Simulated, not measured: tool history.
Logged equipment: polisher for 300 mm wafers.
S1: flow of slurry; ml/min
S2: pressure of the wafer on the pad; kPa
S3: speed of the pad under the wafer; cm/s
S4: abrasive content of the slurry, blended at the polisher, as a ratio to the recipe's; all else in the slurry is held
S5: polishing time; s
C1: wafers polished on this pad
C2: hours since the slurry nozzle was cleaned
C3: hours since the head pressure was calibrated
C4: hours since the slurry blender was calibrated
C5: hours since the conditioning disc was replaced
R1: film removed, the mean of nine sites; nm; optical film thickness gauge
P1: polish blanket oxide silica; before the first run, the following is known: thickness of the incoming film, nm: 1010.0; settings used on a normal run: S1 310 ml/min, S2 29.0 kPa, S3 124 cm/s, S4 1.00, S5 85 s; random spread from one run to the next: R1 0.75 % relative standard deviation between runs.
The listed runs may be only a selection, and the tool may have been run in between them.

run,day,S1,S2,S3,S4,S5,C1,C2,C3,C4,C5,R1
1,0.425,310,29.0,124,1.00,85,543,82.8,466.4,59.6,155.5,279.39
2,0.792,310,45.5,124,1.00,85,630,91.6,475.2,68.4,164.3,436.24
3,0.983,310,17.2,124,1.00,85,675,96.2,479.8,73.0,168.9,166.12
4,1.283,185,29.0,124,1.00,85,746,103.4,487.0,80.2,176.1,261.04
5,1.604,310,29.0,124,0.50,85,822,111.1,494.7,87.9,183.8,189.01
6,2.017,310,29.0,124,1.45,85,920,121.0,504.6,97.8,193.7,323.45
7,2.242,310,29.0,124,1.00,85,973,126.4,510.0,103.2,199.1,278.87
8,2.671,310,29.0,124,1.00,85,1074,136.7,520.3,113.5,209.4,276.12
9,3.042,185,29.0,176,1.00,85,1162,145.6,529.2,122.4,218.3,347.91
10,3.246,310,29.0,124,1.00,49,1210,150.5,534.1,127.3,223.2,160.50
11,3.500,310,29.0,124,1.00,85,1271,156.6,540.2,133.4,229.3,276.77
12,3.867,310,20.0,124,1.00,126,1357,165.4,549.0,142.2,238.1,290.93
13,4.271,420,29.0,124,1.00,85,1453,175.1,558.7,151.9,247.8,281.98
14,4.658,310,29.0,124,1.00,85,1545,184.4,568.0,161.2,257.1,275.93
15,5.079,310,29.0,192,1.00,85,1644,194.5,578.1,171.3,267.2,396.75
16,5.312,310,29.0,124,1.00,85,1699,200.1,583.7,176.9,272.8,274.10
17,5.683,310,29.0,58,1.00,85,1787,209.0,592.6,185.8,281.7,150.87
18,5.917,385,38.6,124,1.00,85,1842,214.6,598.2,191.4,287.3,374.58
# day 5.938: slurry nozzle cleaned
19,6.283,310,29.0,124,1.00,121,1929,8.3,607.0,200.2,296.1,394.38
20,6.704,310,29.0,124,1.00,85,2029,18.4,617.1,210.3,306.2,280.71
21,7.050,310,29.0,124,1.00,85,2110,26.7,625.4,218.6,314.5,261.63
22,7.300,310,29.0,124,1.00,85,2170,32.7,631.4,224.6,320.5,253.48
23,7.629,310,29.0,124,1.00,85,2248,40.6,639.3,232.5,328.4,247.12
24,7.925,310,29.0,124,1.00,85,2317,47.7,646.4,239.6,335.5,244.04
# day 8.033: conditioning disc replaced and pad reconditioned
# day 8.200: head pressure recalibrated
25,8.325,310,29.0,124,1.00,85,2412,57.3,3.0,249.2,7.0,239.57
26,8.538,310,29.0,124,1.00,85,2462,62.4,8.1,254.3,12.1,242.10
27,8.788,310,29.0,124,1.00,85,2522,68.4,14.1,260.3,18.1,242.71

P1 no longer gives what it gave before; its output has crept away from where it was. The following 2 causes, each at its listed size, fit the log equally well:
A: removal rate lost through wear of the pad, % = 13.7
B: abrasive missing from the slurry, % = 25.9
The drift started at roughly day 6.704.
Excluded causes, each with its reason:
slurry flow missing at the pad, %: at most 40, giving a -5.6 % change in R1: too small, or against the direction of the creep
head's pressure below its setpoint, %: work on it at day 8.200, done after the drift set in, did not restore what the process gave before
time polished since the conditioner stopped cutting, s: work on it at day 8.033, done after the drift set in, did not restore what the process gave before

Each of the check runs listed below is run on 2 wafers and reports their average, with the results left as question marks. Pick the one under which the possible causes would lead to clearly different results.
check 1,9.038,310,45.5,62,1.00,85,,,,,,?
check 2,9.038,310,29.0,188,0.55,85,,,,,,?
check 3,9.038,310,29.0,66,1.00,85,,,,,,?
check 4,9.038,310,17.9,190,1.00,85,,,,,,?

Expected result of each check under each candidate cause:
check,result,if A,if B
check 1,R1,216.54,216.51
check 2,R1,243.97,233.52
check 3,R1,144.86,144.85
check 4,R1,208.95,208.93
How far apart the two closest causes lie, in the result that separates them most: check 1 0.01 %; check 2 4.37 %; check 3 0.01 %; check 4 0.01 %
The causes can be told apart only by check 2. The other checks would give nearly the same results under each of them.

Here is what check 2 returned: R1 232.41 nm. Which cause is it?

It was cause B: abrasive missing from the slurry, %.
